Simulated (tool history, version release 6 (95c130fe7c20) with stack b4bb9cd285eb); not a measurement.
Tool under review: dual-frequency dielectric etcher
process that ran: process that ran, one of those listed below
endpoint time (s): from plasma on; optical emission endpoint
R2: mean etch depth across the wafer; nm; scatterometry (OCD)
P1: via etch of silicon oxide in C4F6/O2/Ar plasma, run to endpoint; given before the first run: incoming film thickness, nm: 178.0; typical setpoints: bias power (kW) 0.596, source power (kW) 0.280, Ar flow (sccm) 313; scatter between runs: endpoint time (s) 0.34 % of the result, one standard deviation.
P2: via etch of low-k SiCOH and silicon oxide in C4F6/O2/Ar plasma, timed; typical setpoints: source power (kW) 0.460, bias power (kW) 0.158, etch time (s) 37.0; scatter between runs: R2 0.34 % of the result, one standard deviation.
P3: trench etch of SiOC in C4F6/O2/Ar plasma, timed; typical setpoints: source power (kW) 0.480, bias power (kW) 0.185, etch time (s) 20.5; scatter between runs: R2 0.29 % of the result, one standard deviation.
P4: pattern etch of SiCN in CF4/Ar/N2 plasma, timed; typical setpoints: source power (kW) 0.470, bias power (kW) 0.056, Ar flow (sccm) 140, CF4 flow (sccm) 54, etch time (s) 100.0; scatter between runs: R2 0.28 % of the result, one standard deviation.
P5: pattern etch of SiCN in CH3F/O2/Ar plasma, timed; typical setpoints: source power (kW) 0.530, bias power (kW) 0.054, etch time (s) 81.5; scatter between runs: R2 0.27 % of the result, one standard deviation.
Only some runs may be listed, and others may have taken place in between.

{"run": 1, "hour": 5.4, "process that ran": "P1", "bias power (kW)": 0.596, "source power (kW)": 0.28, "Ar flow (sccm)": 313, "endpoint time (s)": 41.64}
{"run": 2, "hour": 12.4, "process that ran": "P1", "bias power (kW)": 0.596, "source power (kW)": 0.28, "Ar flow (sccm)": 183, "endpoint time (s)": 39.108}
{"run": 3, "hour": 20.2, "process that ran": "P1", "bias power (kW)": 0.773, "source power (kW)": 0.28, "Ar flow (sccm)": 313, "endpoint time (s)": 37.508}
{"run": 4, "hour": 24.1, "process that ran": "P4", "bias power (kW)": 0.056, "source power (kW)": 0.47, "Ar flow (sccm)": 85, "CF4 flow (sccm)": 54, "etch time (s)": 100.0, "R2": 80.306}
{"run": 5, "hour": 31.7, "process that ran": "P2", "bias power (kW)": 0.158, "source power (kW)": 0.46, "etch time (s)": 21.0, "R2": 51.394}
{"run": 6, "hour": 35.4, "process that ran": "P3", "bias power (kW)": 0.185, "source power (kW)": 0.48, "etch time (s)": 11.5, "R2": 25.896}
{"run": 7, "hour": 40.5, "process that ran": "P5", "bias power (kW)": 0.054, "source power (kW)": 0.53, "etch time (s)": 45.0, "R2": 16.768}
{"run": 8, "hour": 47.4, "process that ran": "P4", "bias power (kW)": 0.056, "source power (kW)": 0.47, "Ar flow (sccm)": 140, "CF4 flow (sccm)": 54, "etch time (s)": 127.5, "R2": 93.743}
{"run": 9, "hour": 55.2, "process that ran": "P4", "bias power (kW)": 0.056, "source power (kW)": 0.47, "Ar flow (sccm)": 140, "CF4 flow (sccm)": 67, "etch time (s)": 100.0, "R2": 76.898}
{"run": 10, "hour": 60.9, "process that ran": "P2", "bias power (kW)": 0.119, "source power (kW)": 0.46, "etch time (s)": 37.0, "R2": 83.388}
{"run": 11, "hour": 67.4, "process that ran": "P2", "bias power (kW)": 0.158, "source power (kW)": 0.35, "etch time (s)": 37.0, "R2": 81.54}
{"run": 12, "hour": 73.4, "process that ran": "P1", "bias power (kW)": 0.596, "source power (kW)": 0.28, "Ar flow (sccm)": 313, "endpoint time (s)": 41.716}
{"run": 13, "hour": 79.8, "process that ran": "P4", "bias power (kW)": 0.056, "source power (kW)": 0.47, "Ar flow (sccm)": 140, "CF4 flow (sccm)": 54, "etch time (s)": 100.0, "R2": 73.813}
{"run": 14, "hour": 85.7, "process that ran": "P1", "bias power (kW)": 0.415, "source power (kW)": 0.28, "Ar flow (sccm)": 415, "endpoint time (s)": 49.128}
{"run": 15, "hour": 89.7, "process that ran": "P1", "bias power (kW)": 0.596, "source power (kW)": 0.2, "Ar flow (sccm)": 412, "endpoint time (s)": 48.688}
{"run": 16, "hour": 94.6, "process that ran": "P5", "bias power (kW)": 0.042, "source power (kW)": 0.53, "etch time (s)": 81.5, "R2": 28.145}
{"run": 17, "hour": 101.5, "process that ran": "P4", "bias power (kW)": 0.042, "source power (kW)": 0.47, "Ar flow (sccm)": 140, "CF4 flow (sccm)": 54, "etch time (s)": 100.0, "R2": 66.515}
{"run": 18, "hour": 108.0, "process that ran": "P1", "bias power (kW)": 0.596, "source power (kW)": 0.28, "Ar flow (sccm)": 428, "endpoint time (s)": 43.107}
{"run": 19, "hour": 112.4, "process that ran": "P1", "bias power (kW)": 0.395, "source power (kW)": 0.28, "Ar flow (sccm)": 313, "endpoint time (s)": 48.507}
{"run": 20, "hour": 117.8, "process that ran": "P1", "bias power (kW)": 0.596, "source power (kW)": 0.28, "Ar flow (sccm)": 313, "endpoint time (s)": 41.448}
{"run": 21, "hour": 121.4, "process that ran": "P2", "bias power (kW)": 0.158, "source power (kW)": 0.46, "etch time (s)": 37.0, "R2": 90.739}
{"run": 22, "hour": 126.8, "process that ran": "P1", "bias power (kW)": 0.596, "source power (kW)": 0.28, "Ar flow (sccm)": 313, "endpoint time (s)": 41.67}
{"run": 23, "hour": 130.9, "process that ran": "P5", "bias power (kW)": 0.054, "source power (kW)": 0.74, "etch time (s)": 81.5, "R2": 34.66}
{"run": 24, "hour": 137.0, "process that ran": "P3", "bias power (kW)": 0.185, "source power (kW)": 0.3, "etch time (s)": 20.5, "R2": 38.433}
{"run": 25, "hour": 143.9, "process that ran": "P3", "bias power (kW)": 0.248, "source power (kW)": 0.48, "etch time (s)": 20.5, "R2": 50.967}
{"run": 26, "hour": 149.0, "process that ran": "P2", "bias power (kW)": 0.158, "source power (kW)": 0.46, "etch time (s)": 37.0, "R2": 90.159}
{"run": 27, "hour": 152.7, "process that ran": "P5", "bias power (kW)": 0.054, "source power (kW)": 0.53, "etch time (s)": 81.5, "R2": 30.425}
{"run": 28, "hour": 159.2, "process that ran": "P1", "bias power (kW)": 0.596, "source power (kW)": 0.23, "Ar flow (sccm)": 313, "endpoint time (s)": 44.413}
{"run": 29, "hour": 162.8, "process that ran": "P1", "bias power (kW)": 0.7, "source power (kW)": 0.35, "Ar flow (sccm)": 313, "endpoint time (s)": 35.855}
{"run": 30, "hour": 167.1, "process that ran": "P3", "bias power (kW)": 0.185, "source power (kW)": 0.48, "etch time (s)": 20.5, "R2": 46.167}
{"run": 31, "hour": 172.1, "process that ran": "P1", "bias power (kW)": 0.596, "source power (kW)": 0.37, "Ar flow (sccm)": 313, "endpoint time (s)": 37.562}
{"run": 32, "hour": 176.8, "process that ran": "P4", "bias power (kW)": 0.056, "source power (kW)": 0.37, "Ar flow (sccm)": 140, "CF4 flow (sccm)": 54, "etch time (s)": 100.0, "R2": 59.975}
{"run": 33, "hour": 183.1, "process that ran": "P1", "bias power (kW)": 0.596, "source power (kW)": 0.28, "Ar flow (sccm)": 313, "endpoint time (s)": 41.526}
{"run": 34, "hour": 189.6, "process that ran": "P1", "bias power (kW)": 0.596, "source power (kW)": 0.28, "Ar flow (sccm)": 313, "endpoint time (s)": 41.714}
{"run": 35, "hour": 194.6, "process that ran": "P1", "bias power (kW)": 0.596, "source power (kW)": 0.28, "Ar flow (sccm)": 313, "endpoint time (s)": 42.049}
{"run": 36, "hour": 200.2, "process that ran": "P1", "bias power (kW)": 0.596, "source power (kW)": 0.28, "Ar flow (sccm)": 313, "endpoint time (s)": 41.965}
{"run": 37, "hour": 204.0, "process that ran": "P1", "bias power (kW)": 0.596, "source power (kW)": 0.28, "Ar flow (sccm)": 313, "endpoint time (s)": 42.145}
{"hour": 205.1, "done": "wet clean of the chamber"}
{"run": 38, "hour": 211.8, "process that ran": "P1", "bias power (kW)": 0.596, "source power (kW)": 0.28, "Ar flow (sccm)": 313, "endpoint time (s)": 42.135}
{"run": 39, "hour": 218.6, "process that ran": "P1", "bias power (kW)": 0.596, "source power (kW)": 0.28, "Ar flow (sccm)": 313, "endpoint time (s)": 42.192}
{"run": 40, "hour": 222.3, "process that ran": "P1", "bias power (kW)": 0.596, "source power (kW)": 0.28, "Ar flow (sccm)": 313, "endpoint time (s)": 42.032}
{"run": 41, "hour": 229.2, "process that ran": "P1", "bias power (kW)": 0.596, "source power (kW)": 0.28, "Ar flow (sccm)": 313, "endpoint time (s)": 42.313}
{"run": 42, "hour": 234.3, "process that ran": "P1", "bias power (kW)": 0.596, "source power (kW)": 0.28, "Ar flow (sccm)": 313, "endpoint time (s)": 42.483}
{"run": 43, "hour": 239.9, "process that ran": "P1", "bias power (kW)": 0.596, "source power (kW)": 0.28, "Ar flow (sccm)": 313, "endpoint time (s)": 42.184}

Compared with where it was, what P1 gives has crept away. Each cause listed below fits the log as well as the rest, at the size given for it:
A: bias power that arrives under what is set, % = 4.34
B: source power that arrives under what is set, % = 4.62
At approximately hour 183.1, the process output began to creep.
The rest of the possible causes, and what rules out each one:
chamber walls in a state that lowers the etch rate, %: serviced at hour 205.1, after the change had begun; the process did not return to its earlier output
Ar flow that arrives over what is set, %: at its largest 8, which would move endpoint time (s) by +0.9 %, too little to match the creep or of the wrong sign

Of the 4 check runs listed below, each run on one wafer and each result written as a question mark, which would let you distinguish the listed causes because they would give clearly different results?
{"run": "check 1", "hour": 245.5, "process that ran": "P5", "bias power (kW)": 0.054, "source power (kW)": 0.53, "etch time (s)": 81.5, "R2": "?"}
{"run": "check 2", "hour": 245.5, "process that ran": "P3", "bias power (kW)": 0.185, "source power (kW)": 0.48, "etch time (s)": 20.5, "R2": "?"}
{"run": "check 3", "hour": 245.5, "process that ran": "P2", "bias power (kW)": 0.158, "source power (kW)": 0.46, "etch time (s)": 37.0, "R2": "?"}
{"run": "check 4", "hour": 245.5, "process that ran": "P4", "bias power (kW)": 0.056, "source power (kW)": 0.47, "Ar flow (sccm)": 140, "CF4 flow (sccm)": 54, "etch time (s)": 100.0, "R2": "?"}

Predicted outcomes, by check and by cause:
check=check_1 result=R2 if_A=29.961 if_B=29.839
check=check_2 result=R2 if_A=45.600 if_B=45.392
check=check_3 result=R2 if_A=89.381 if_B=88.914
check=check_4 result=R2 if_A=72.495 if_B=70.689
Minimum pairwise separation of causes per check, each pair taken at its best-separating result: check 1 0.41 %; check 2 0.46 %; check 3 0.52 %; check 4 2.52 %
Only check 4 tells the causes apart: in the others they would give nearly the same result.

With check 4 done, the readings were: R2 72.269 nm. Identify which of the listed causes applies.

It is A: bias power that arrives under what is set, %.
